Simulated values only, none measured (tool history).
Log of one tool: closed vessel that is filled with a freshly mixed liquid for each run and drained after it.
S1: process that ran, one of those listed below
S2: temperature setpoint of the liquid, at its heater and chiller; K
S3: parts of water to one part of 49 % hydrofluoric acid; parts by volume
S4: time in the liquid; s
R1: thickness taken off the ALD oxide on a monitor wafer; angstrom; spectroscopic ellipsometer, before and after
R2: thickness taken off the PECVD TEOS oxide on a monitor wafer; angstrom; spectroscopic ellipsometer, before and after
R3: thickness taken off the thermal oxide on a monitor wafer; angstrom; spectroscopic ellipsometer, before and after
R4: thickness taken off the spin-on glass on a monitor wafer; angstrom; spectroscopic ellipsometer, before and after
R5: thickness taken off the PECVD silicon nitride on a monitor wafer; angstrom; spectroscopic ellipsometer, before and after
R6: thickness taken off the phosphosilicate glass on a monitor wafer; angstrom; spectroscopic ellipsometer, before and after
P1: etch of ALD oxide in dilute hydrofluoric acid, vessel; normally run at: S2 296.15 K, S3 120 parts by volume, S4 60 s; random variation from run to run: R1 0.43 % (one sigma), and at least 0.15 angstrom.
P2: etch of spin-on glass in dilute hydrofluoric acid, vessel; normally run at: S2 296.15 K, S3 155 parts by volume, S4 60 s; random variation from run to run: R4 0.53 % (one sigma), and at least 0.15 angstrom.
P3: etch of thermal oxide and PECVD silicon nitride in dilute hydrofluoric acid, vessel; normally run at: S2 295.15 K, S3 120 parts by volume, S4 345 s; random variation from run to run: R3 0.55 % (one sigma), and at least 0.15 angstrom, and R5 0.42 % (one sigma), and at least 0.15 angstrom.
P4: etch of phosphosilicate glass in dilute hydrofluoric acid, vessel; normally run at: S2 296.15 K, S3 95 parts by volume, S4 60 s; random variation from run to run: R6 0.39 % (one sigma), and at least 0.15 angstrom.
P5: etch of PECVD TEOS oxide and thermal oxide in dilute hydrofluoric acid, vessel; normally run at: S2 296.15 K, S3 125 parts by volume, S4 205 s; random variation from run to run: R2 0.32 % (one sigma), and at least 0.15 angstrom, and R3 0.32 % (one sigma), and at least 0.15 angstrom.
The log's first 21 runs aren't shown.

run	hour	S1	S2	S3	S4	R1	R2	R3	R4	R5	R6
# hour 298.1: thermometer replaced
22	306.8	P3	295.15	120	345			121.17		85.99	
23	322.5	P4	296.15	130	60						252.47
24	331.6	P1	296.15	120	60	154.94					
25	342.7	P3	295.15	120	110			38.357		27.583	
26	359.6	P2	302.15	155	60				296.7		
27	377	P5	296.15	40	205		913.88	254.34			
28	393.5	P4	296.15	95	60						355.79
29	403.2	P4	296.15	95	60						358.87
30	416.3	P5	296.15	125	205		265.01	72.673			
31	427	P1	302.15	120	60	195.3					
32	438.2	P4	296.15	95	95						569.17
33	446.7	P1	296.15	120	60	153.55					
34	459.2	P1	296.15	120	60	161.12					
35	472.3	P1	296.15	120	60	166.4					

The next listed run, before its measurement:
36	483.2	P1	296.15	120	60	?					

Run 36 gave R1 167.24 angstrom.
